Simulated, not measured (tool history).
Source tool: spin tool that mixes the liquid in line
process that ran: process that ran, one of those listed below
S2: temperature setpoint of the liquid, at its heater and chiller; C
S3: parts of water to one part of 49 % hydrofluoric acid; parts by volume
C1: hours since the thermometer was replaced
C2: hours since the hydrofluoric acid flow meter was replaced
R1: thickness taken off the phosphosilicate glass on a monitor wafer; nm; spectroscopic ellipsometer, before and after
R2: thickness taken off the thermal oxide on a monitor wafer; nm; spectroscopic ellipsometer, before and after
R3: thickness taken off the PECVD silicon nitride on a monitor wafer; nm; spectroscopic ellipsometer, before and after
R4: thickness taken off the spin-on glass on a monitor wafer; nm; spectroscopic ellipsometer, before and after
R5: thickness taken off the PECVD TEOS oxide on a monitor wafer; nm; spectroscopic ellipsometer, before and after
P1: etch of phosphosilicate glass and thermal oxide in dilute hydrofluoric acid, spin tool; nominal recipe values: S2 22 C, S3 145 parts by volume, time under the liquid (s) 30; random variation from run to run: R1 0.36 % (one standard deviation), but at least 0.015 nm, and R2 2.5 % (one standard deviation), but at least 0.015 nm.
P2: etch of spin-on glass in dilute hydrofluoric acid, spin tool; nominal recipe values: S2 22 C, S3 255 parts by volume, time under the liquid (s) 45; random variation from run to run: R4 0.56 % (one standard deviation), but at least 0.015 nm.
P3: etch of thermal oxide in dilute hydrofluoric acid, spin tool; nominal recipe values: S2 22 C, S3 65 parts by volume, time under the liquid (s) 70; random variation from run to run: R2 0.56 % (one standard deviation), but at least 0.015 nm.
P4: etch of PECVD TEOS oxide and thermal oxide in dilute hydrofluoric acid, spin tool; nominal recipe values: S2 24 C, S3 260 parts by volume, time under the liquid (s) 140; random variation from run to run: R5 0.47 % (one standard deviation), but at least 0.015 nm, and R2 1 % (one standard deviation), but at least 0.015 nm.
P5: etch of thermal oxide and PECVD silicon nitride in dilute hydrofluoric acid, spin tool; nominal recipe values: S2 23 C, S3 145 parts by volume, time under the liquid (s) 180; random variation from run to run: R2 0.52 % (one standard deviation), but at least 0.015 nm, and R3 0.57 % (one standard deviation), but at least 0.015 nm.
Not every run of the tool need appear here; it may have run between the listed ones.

Run 1, hour 7.1: process that ran P1, S2 22 C, S3 145 parts by volume, time under the liquid (s) 30; C1 334.1; C2 1517.2. Result: R1 20.545 nm, R2 0.88521 nm.
Run 2, hour 16: process that ran P3, S2 22 C, S3 110 parts by volume, time under the liquid (s) 70; C1 343; C2 1526.1. Result: R2 2.8038 nm.
Run 3, hour 23.5: process that ran P5, S2 23 C, S3 35 parts by volume, time under the liquid (s) 180; C1 350.5; C2 1533.6. Result: R2 27.122 nm, R3 16.087 nm.
Run 4, hour 31.4: process that ran P2, S2 29.5 C, S3 255 parts by volume, time under the liquid (s) 45; C1 358.4; C2 1541.5. Result: R4 7.4627 nm.
Run 5, hour 39.3: process that ran P4, S2 24 C, S3 375 parts by volume, time under the liquid (s) 140; C1 366.3; C2 1549.4. Result: R2 1.3986 nm, R5 4.8784 nm.
Run 6, hour 44.7: process that ran P1, S2 22 C, S3 145 parts by volume, time under the liquid (s) 30; C1 371.7; C2 1554.8. Result: R1 20.484 nm, R2 0.85398 nm.
Run 7, hour 52.2: process that ran P1, S2 18.5 C, S3 145 parts by volume, time under the liquid (s) 15; C1 379.2; C2 1562.3. Result: R1 8.9191 nm, R2 0.36918 nm.
Run 8, hour 62.4: process that ran P4, S2 24 C, S3 260 parts by volume, time under the liquid (s) 140; C1 389.4; C2 1572.5. Result: R2 2.2633 nm, R5 7.899 nm.
Run 9, hour 67.2: process that ran P5, S2 23 C, S3 145 parts by volume, time under the liquid (s) 180; C1 394.2; C2 1577.3. Result: R2 5.6495 nm, R3 3.978 nm.
Run 10, hour 75.6: process that ran P5, S2 23 C, S3 145 parts by volume, time under the liquid (s) 295; C1 402.6; C2 1585.7. Result: R2 9.3789 nm, R3 6.5007 nm.
Run 11, hour 81: process that ran P4, S2 24 C, S3 260 parts by volume, time under the liquid (s) 45; C1 408; C2 1591.1. Result: R2 0.68515 nm, R5 2.5237 nm.
Run 12, hour 90: process that ran P1, S2 22 C, S3 145 parts by volume, time under the liquid (s) 30; C1 417; C2 1600.1. Result: R1 20.411 nm, R2 0.85605 nm.
Run 13, hour 98.2: process that ran P2, S2 22 C, S3 255 parts by volume, time under the liquid (s) 45; C1 425.2; C2 1608.3. Result: R4 5.7286 nm.
Run 14, hour 106.2: process that ran P1, S2 22 C, S3 75 parts by volume, time under the liquid (s) 30; C1 433.2; C2 1616.3. Result: R1 43.05 nm, R2 1.7923 nm.
Run 15, hour 112.5: process that ran P1, S2 22 C, S3 145 parts by volume, time under the liquid (s) 30; C1 439.5; C2 1622.6. Result: R1 20.507 nm, R2 0.85595 nm.
Run 16, hour 120.5: process that ran P1, S2 17 C, S3 145 parts by volume, time under the liquid (s) 30; C1 447.5; C2 1630.6. Result: R1 16.723 nm, R2 0.70961 nm.
Run 17, hour 128.4: process that ran P3, S2 28.5 C, S3 65 parts by volume, time under the liquid (s) 70; C1 455.4; C2 1638.5. Result: R2 6.4591 nm.
Run 18, hour 137.5: process that ran P1, S2 22 C, S3 255 parts by volume, time under the liquid (s) 30; C1 464.5; C2 1647.6. Result: R1 10.273 nm, R2 0.4111 nm.
Run 19, hour 143.3: process that ran P4, S2 24 C, S3 260 parts by volume, time under the liquid (s) 140; C1 470.3; C2 1653.4. Result: R2 2.1977 nm, R5 7.8558 nm.
Run 20, hour 150.1: process that ran P3, S2 22 C, S3 65 parts by volume, time under the liquid (s) 15; C1 477.1; C2 1660.2. Result: R2 1.0746 nm.
Run 21, hour 159.8: process that ran P1, S2 22 C, S3 145 parts by volume, time under the liquid (s) 30; C1 486.8; C2 1669.9. Result: R1 20.476 nm, R2 0.87853 nm.
Run 22, hour 165.3: process that ran P5, S2 17 C, S3 145 parts by volume, time under the liquid (s) 180; C1 492.3; C2 1675.4. Result: R2 4.4545 nm, R3 2.6843 nm.
Run 23, hour 170.6: process that ran P2, S2 22 C, S3 255 parts by volume, time under the liquid (s) 15; C1 497.6; C2 1680.7. Result: R4 1.9306 nm.
Run 24, hour 181.3: process that ran P4, S2 17 C, S3 260 parts by volume, time under the liquid (s) 140; C1 508.3; C2 1691.4. Result: R2 1.7874 nm, R5 6.0541 nm.
Run 25, hour 186.4: process that ran P1, S2 22 C, S3 145 parts by volume, time under the liquid (s) 55; C1 513.4; C2 1696.5. Result: R1 37.659 nm, R2 1.5175 nm.
Run 26, hour 195.2: process that ran P3, S2 22 C, S3 65 parts by volume, time under the liquid (s) 70; C1 522.2; C2 1705.3. Result: R2 4.9917 nm.
Run 27, hour 201.2: process that ran P2, S2 22 C, S3 50 parts by volume, time under the liquid (s) 45; C1 528.2; C2 1711.3. Result: R4 36.858 nm.
Run 28, hour 208.2: process that ran P1, S2 26.5 C, S3 205 parts by volume, time under the liquid (s) 30; C1 535.2; C2 1718.3. Result: R1 15.922 nm, R2 0.62942 nm.
Run 29, hour 214: process that ran P1, S2 27 C, S3 145 parts by volume, time under the liquid (s) 30; C1 541; C2 1724.1. Result: R1 24.74 nm, R2 0.95641 nm.
Run 30, hour 224.4: process that ran P1, S2 22 C, S3 145 parts by volume, time under the liquid (s) 15; C1 551.4; C2 1734.5. Result: R1 10.289 nm, R2 0.41962 nm.
Run 31, hour 230.1: process that ran P1, S2 22 C, S3 145 parts by volume, time under the liquid (s) 30; C1 557.1; C2 1740.2. Result: R1 20.548 nm, R2 0.85341 nm.
Run 32, hour 239.6: process that ran P1, S2 17 C, S3 145 parts by volume, time under the liquid (s) 50; C1 566.6; C2 1749.7. Result: R1 27.924 nm, R2 1.1697 nm.
Run 33, hour 246.3: process that ran P1, S2 22 C, S3 145 parts by volume, time under the liquid (s) 30; C1 573.3; C2 1756.4. Result: R1 20.491 nm, R2 0.82309 nm.
Run 34, hour 255.8: process that ran P1, S2 22 C, S3 145 parts by volume, time under the liquid (s) 30; C1 582.8; C2 1765.9. Result: R1 21.245 nm, R2 0.83643 nm.
Run 35, hour 261.2: process that ran P1, S2 22 C, S3 145 parts by volume, time under the liquid (s) 30; C1 588.2; C2 1771.3. Result: R1 21.504 nm, R2 0.91257 nm.
Run 36, hour 270.5: process that ran P1, S2 22 C, S3 145 parts by volume, time under the liquid (s) 30; C1 597.5; C2 1780.6. Result: R1 21.824 nm, R2 0.88935 nm.

Run 37 is up next; what results do you expect?
Run 37, hour 275.2: process that ran P1, S2 22 C, S3 145 parts by volume, time under the liquid (s) 30; C1 602.2; C2 1785.3. Result: R1 ?, R2 ?.

R1: 21.909 nm
R2: 0.90371 nm

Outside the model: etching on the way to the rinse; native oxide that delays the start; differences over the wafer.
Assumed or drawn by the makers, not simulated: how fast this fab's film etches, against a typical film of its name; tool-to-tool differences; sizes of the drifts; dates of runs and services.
